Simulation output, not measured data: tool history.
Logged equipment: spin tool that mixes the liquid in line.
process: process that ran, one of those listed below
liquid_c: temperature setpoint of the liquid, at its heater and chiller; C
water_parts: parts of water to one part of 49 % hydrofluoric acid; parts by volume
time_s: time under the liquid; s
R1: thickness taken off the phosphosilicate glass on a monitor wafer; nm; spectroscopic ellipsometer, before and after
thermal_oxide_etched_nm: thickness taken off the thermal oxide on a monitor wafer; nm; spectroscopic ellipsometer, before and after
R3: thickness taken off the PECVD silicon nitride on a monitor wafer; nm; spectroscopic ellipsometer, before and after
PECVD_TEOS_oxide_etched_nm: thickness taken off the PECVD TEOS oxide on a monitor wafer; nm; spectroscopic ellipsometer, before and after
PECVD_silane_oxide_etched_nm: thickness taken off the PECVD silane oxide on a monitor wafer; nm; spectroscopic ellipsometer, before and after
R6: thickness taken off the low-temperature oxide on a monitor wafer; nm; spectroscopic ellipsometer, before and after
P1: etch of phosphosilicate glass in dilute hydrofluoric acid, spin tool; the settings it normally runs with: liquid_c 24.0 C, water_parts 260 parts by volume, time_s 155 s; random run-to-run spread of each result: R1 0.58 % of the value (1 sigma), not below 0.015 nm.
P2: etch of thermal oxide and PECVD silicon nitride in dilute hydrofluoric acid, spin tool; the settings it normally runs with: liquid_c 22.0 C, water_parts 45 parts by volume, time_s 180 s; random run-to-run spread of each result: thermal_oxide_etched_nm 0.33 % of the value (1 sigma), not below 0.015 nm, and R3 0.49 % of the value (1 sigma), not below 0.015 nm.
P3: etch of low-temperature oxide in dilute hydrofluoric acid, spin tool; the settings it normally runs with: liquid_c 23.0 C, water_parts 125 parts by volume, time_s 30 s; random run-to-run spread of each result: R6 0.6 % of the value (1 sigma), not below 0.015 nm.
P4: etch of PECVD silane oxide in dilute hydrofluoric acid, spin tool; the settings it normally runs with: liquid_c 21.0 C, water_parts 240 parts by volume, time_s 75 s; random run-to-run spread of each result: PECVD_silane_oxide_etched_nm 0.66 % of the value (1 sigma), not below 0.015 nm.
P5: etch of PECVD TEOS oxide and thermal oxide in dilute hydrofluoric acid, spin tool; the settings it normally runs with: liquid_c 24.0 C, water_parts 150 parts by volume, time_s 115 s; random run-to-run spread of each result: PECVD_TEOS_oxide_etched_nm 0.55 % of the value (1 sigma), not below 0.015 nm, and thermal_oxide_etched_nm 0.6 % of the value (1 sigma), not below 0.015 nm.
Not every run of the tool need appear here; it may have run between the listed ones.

run 1 hour=4.0 | process=P1 liquid_c=24.0 water_parts=260 time_s=155 | R1=60.190
run 2 hour=9.6 | process=P2 liquid_c=22.0 water_parts=45 time_s=180 | thermal_oxide_etched_nm=19.0920 R3=8.66350
run 3 hour=15.3 | process=P5 liquid_c=24.0 water_parts=150 time_s=115 | thermal_oxide_etched_nm=3.4605 PECVD_TEOS_oxide_etched_nm=15.867
-- hour=17.2 thermometer replaced
run 4 hour=17.8 | process=P1 liquid_c=24.0 water_parts=260 time_s=155 | R1=59.547
run 5 hour=23.7 | process=P2 liquid_c=22.0 water_parts=45 time_s=15 | thermal_oxide_etched_nm=1.5921 R3=0.69559
run 6 hour=26.2 | process=P1 liquid_c=17.0 water_parts=260 time_s=155 | R1=46.034
run 7 hour=29.8 | process=P5 liquid_c=24.0 water_parts=150 time_s=185 | thermal_oxide_etched_nm=5.5248 PECVD_TEOS_oxide_etched_nm=25.385
run 8 hour=34.9 | process=P5 liquid_c=27.5 water_parts=150 time_s=115 | thermal_oxide_etched_nm=3.8843 PECVD_TEOS_oxide_etched_nm=18.157
-- hour=37.7 hydrofluoric acid flow meter replaced
run 9 hour=38.6 | process=P1 liquid_c=24.0 water_parts=260 time_s=85 | R1=32.697
run 10 hour=43.2 | process=P1 liquid_c=24.0 water_parts=145 time_s=55 | R1=42.980
run 11 hour=48.1 | process=P1 liquid_c=24.0 water_parts=260 time_s=245 | R1=95.276
run 12 hour=51.6 | process=P1 liquid_c=18.0 water_parts=260 time_s=265 | R1=82.257
run 13 hour=55.7 | process=P1 liquid_c=24.0 water_parts=150 time_s=155 | R1=115.220
run 14 hour=61.4 | process=P1 liquid_c=24.0 water_parts=260 time_s=155 | R1=59.716
run 15 hour=64.1 | process=P4 liquid_c=21.0 water_parts=330 time_s=75 | PECVD_silane_oxide_etched_nm=3.0245
run 16 hour=69.4 | process=P2 liquid_c=22.0 water_parts=25 time_s=180 | thermal_oxide_etched_nm=35.0620 R3=15.04900
run 17 hour=72.8 | process=P3 liquid_c=23.0 water_parts=35 time_s=30 | R6=16.4340
run 18 hour=75.3 | process=P1 liquid_c=29.5 water_parts=260 time_s=250 | R1=117.680
run 19 hour=80.6 | process=P1 liquid_c=24.0 water_parts=260 time_s=155 | R1=59.377
run 20 hour=85.3 | process=P1 liquid_c=24.0 water_parts=260 time_s=155 | R1=59.650
run 21 hour=88.3 | process=P3 liquid_c=23.0 water_parts=125 time_s=15 | R6=2.0679
run 22 hour=93.6 | process=P3 liquid_c=23.0 water_parts=125 time_s=30 | R6=4.1144
run 23 hour=97.4 | process=P4 liquid_c=21.0 water_parts=240 time_s=75 | PECVD_silane_oxide_etched_nm=4.4551
run 24 hour=102.0 | process=P4 liquid_c=21.0 water_parts=240 time_s=135 | PECVD_silane_oxide_etched_nm=8.1551
run 25 hour=104.5 | process=P4 liquid_c=29.0 water_parts=240 time_s=75 | PECVD_silane_oxide_etched_nm=5.9775
run 26 hour=108.6 | process=P2 liquid_c=25.5 water_parts=45 time_s=180 | thermal_oxide_etched_nm=21.9940 R3=10.85700
run 27 hour=112.1 | process=P5 liquid_c=24.0 water_parts=55 time_s=115 | thermal_oxide_etched_nm=10.4790 PECVD_TEOS_oxide_etched_nm=48.967
run 28 hour=116.4 | process=P1 liquid_c=24.0 water_parts=470 time_s=155 | R1=27.259
run 29 hour=121.2 | process=P1 liquid_c=24.0 water_parts=260 time_s=155 | R1=60.482
run 30 hour=126.2 | process=P1 liquid_c=31.0 water_parts=260 time_s=155 | R1=76.392
run 31 hour=131.2 | process=P4 liquid_c=21.0 water_parts=240 time_s=75 | PECVD_silane_oxide_etched_nm=4.5467
run 32 hour=136.5 | process=P3 liquid_c=29.0 water_parts=125 time_s=30 | R6=5.1831
run 33 hour=139.9 | process=P1 liquid_c=24.0 water_parts=260 time_s=155 | R1=60.145
run 34 hour=144.3 | process=P1 liquid_c=24.0 water_parts=260 time_s=155 | R1=59.701
run 35 hour=149.0 | process=P1 liquid_c=24.0 water_parts=260 time_s=155 | R1=62.495
run 36 hour=153.6 | process=P1 liquid_c=24.0 water_parts=260 time_s=155 | R1=63.044
run 37 hour=159.0 | process=P1 liquid_c=24.0 water_parts=260 time_s=155 | R1=63.162
run 38 hour=163.6 | process=P1 liquid_c=24.0 water_parts=260 time_s=155 | R1=63.264
run 39 hour=169.3 | process=P1 liquid_c=24.0 water_parts=260 time_s=155 | R1=63.716
run 40 hour=172.7 | process=P1 liquid_c=24.0 water_parts=260 time_s=155 | R1=63.664

What P1 gives has crept off from where it sat before. The 2 causes that follow fit the log equally well, each at the size noted:
A: hydrofluoric acid flow above the setpoint (%) = 5.38
B: liquid hotter than its thermometer reads (K) = 1.88
The onset of the drift is placed at about hour 144.3.

Which of the 4 check runs listed below separates the causes, so that each cause would produce a clearly different result? Each run uses one wafer, and its results are marked with question marks.
run check 1 hour=176.1 | process=P4 liquid_c=21.0 water_parts=240 time_s=75 | PECVD_silane_oxide_etched_nm=?
run check 2 hour=176.1 | process=P5 liquid_c=24.0 water_parts=150 time_s=115 | thermal_oxide_etched_nm=? PECVD_TEOS_oxide_etched_nm=?
run check 3 hour=176.1 | process=P3 liquid_c=23.0 water_parts=125 time_s=30 | R6=?
run check 4 hour=176.1 | process=P2 liquid_c=22.0 water_parts=45 time_s=180 | thermal_oxide_etched_nm=? R3=?

If the cause were each of the candidates in turn, the checks would give the following:
check=check_1 result=PECVD_silane_oxide_etched_nm if_A=4.8164 if_B=4.8410
check=check_2 result=thermal_oxide_etched_nm if_A=3.6608 if_B=3.6974
check=check_2 result=PECVD_TEOS_oxide_etched_nm if_A=16.804 if_B=16.973
check=check_3 result=R6 if_A=4.3654 if_B=4.4242
check=check_4 result=thermal_oxide_etched_nm if_A=20.0780 if_B=20.5430
check=check_4 result=R3 if_A=8.99660 if_B=9.71700
Separation of the two closest causes in each check, using whichever result separates them best: check 1 0.51 %; check 2 1 %; check 3 1.34 %; check 4 7.7 %
Only check 4 tells the causes apart: in the others they would give nearly the same result.

Running check 4 produced the following: thermal_oxide_etched_nm 20.5560 nm; R3 9.73170 nm. Which one of the listed causes fits?

It is B: liquid hotter than its thermometer reads (K).
